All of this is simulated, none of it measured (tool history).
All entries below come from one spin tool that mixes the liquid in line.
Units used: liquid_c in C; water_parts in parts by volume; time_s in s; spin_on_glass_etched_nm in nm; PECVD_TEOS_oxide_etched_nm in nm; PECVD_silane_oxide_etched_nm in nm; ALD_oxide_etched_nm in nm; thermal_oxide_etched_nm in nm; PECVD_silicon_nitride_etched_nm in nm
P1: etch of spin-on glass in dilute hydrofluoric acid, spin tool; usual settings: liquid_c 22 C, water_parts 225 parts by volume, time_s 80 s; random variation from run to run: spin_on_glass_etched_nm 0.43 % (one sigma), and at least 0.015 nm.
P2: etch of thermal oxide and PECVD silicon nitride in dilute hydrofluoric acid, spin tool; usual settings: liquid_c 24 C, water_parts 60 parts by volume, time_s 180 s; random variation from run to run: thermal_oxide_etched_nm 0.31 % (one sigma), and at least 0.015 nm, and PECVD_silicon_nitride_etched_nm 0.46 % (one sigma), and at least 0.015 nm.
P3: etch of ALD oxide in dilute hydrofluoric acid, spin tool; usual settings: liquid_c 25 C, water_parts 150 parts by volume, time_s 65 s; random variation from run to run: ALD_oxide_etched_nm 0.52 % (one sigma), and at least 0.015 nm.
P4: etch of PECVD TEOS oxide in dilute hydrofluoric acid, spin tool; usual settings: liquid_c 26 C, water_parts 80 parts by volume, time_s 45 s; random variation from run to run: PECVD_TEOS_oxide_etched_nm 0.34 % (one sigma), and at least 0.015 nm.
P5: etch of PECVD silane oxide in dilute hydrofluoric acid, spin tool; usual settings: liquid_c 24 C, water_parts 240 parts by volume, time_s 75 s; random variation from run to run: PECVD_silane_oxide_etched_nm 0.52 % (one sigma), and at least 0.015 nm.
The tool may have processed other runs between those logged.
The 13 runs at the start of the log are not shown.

run   hour  process  liquid_c  water_parts  time_s  hours since the thermometer was replaced  hours since the hydrofluoric acid flow meter was replaced  spin_on_glass_etched_nm  PECVD_TEOS_oxide_etched_nm  PECVD_silane_oxide_etched_nm  ALD_oxide_etched_nm  thermal_oxide_etched_nm  PECVD_silicon_nitride_etched_nm
 14  183.9       P1        22          305      80                                    1487.6                                                      608.7                   7.4957
 15  195.4       P4        26           80      70                                    1499.1                                                      620.2                                               16.112
 16  210.8       P2        19           60     180                                    1514.5                                                      635.6                                                                                                                           11.899                           6.8049
 17  222.8       P1      27.5          225     150                                    1526.5                                                      647.6                   25.012
 18  232.6       P1        22          225      15                                    1536.3                                                      657.4                   2.0573
 19  248.9       P3        25          150      65                                    1552.6                                                      673.7                                                                                                  13.564
 20  260.8       P1        22          225      80                                    1564.5                                                      685.6                   10.882
 21  270.8       P2        24           25     180                                    1574.5                                                      695.6                                                                                                                           36.783                           22.499
 22  282.8       P5        24          240      75                                    1586.5                                                      707.6                                                                             10.296
 23  299.8       P3        29          150      65                                    1603.5                                                      724.6                                                                                                  15.869

Run 24 is up next; what results do you expect?
 24  316.3       P5        24          130      75                                      1620                                                      741.1                                                                                  ?

PECVD_silane_oxide_etched_nm: 21.487 nm

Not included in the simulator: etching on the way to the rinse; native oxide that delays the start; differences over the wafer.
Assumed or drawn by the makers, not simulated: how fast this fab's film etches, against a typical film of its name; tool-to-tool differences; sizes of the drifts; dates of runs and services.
